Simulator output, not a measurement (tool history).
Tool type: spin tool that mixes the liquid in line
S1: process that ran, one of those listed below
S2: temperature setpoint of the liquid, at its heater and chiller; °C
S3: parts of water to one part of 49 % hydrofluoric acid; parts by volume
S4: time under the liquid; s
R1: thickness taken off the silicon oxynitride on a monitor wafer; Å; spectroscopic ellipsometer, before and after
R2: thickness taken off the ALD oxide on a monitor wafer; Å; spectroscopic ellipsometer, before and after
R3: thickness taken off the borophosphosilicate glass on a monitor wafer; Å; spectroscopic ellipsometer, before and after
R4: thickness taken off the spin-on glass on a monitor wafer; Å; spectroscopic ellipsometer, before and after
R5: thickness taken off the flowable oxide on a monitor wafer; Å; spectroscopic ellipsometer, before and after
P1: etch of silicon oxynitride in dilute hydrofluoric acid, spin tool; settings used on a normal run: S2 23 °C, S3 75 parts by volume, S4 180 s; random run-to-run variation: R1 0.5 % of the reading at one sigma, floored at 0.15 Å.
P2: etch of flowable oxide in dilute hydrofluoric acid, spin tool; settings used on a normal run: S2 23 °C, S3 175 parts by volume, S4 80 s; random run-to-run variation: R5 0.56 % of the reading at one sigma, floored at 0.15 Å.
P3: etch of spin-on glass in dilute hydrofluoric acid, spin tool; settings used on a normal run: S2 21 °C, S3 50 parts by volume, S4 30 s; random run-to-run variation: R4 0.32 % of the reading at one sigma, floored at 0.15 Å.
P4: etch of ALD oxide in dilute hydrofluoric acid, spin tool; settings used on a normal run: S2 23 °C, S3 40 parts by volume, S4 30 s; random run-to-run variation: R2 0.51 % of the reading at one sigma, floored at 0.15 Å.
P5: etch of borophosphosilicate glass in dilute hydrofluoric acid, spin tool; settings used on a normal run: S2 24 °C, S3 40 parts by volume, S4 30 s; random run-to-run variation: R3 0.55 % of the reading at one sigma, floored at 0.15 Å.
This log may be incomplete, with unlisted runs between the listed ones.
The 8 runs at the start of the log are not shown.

run     day  S1  S2   S3   S4      R1      R2      R3      R4      R5
  9   3.517  P5  31   40   30                  690.59
 10   3.838  P1  23   75   15   4.483
 11   4.133  P1  23   75  180  53.427
 12   4.604  P4  23   40   30          198.79
 13   5.142  P1  23   75  180  53.183
 14   5.612  P4  23   20   30           409.3
 15   5.971  P4  23   40   15           99.53
 16     6.3  P2  23  175   80                                   179.8
 17   6.833  P1  23   75  180  53.099
 18   7.342  P2  23  175   40                                  89.613
 19    7.85  P1  23   20  180  208.47
 20   8.371  P2  19  175   80                                  153.28
 21   8.738  P1  23  110  180  35.239
 22   9.017  P1  23   75  180  53.706
 23   9.367  P2  23  175   80                                  178.48
 24   9.633  P1  23   75  180  52.669
 25  10.083  P1  20   25  180  144.06
 26  10.375  P1  27   75  340  121.88
 27  10.642  P2  23  320   80                                    84.4
 28  11.146  P3  21   50   15                          113.73

The next listed run, before its measurement:
 29  11.675  P3  17  50  30               ?

R4: 190.01 Å
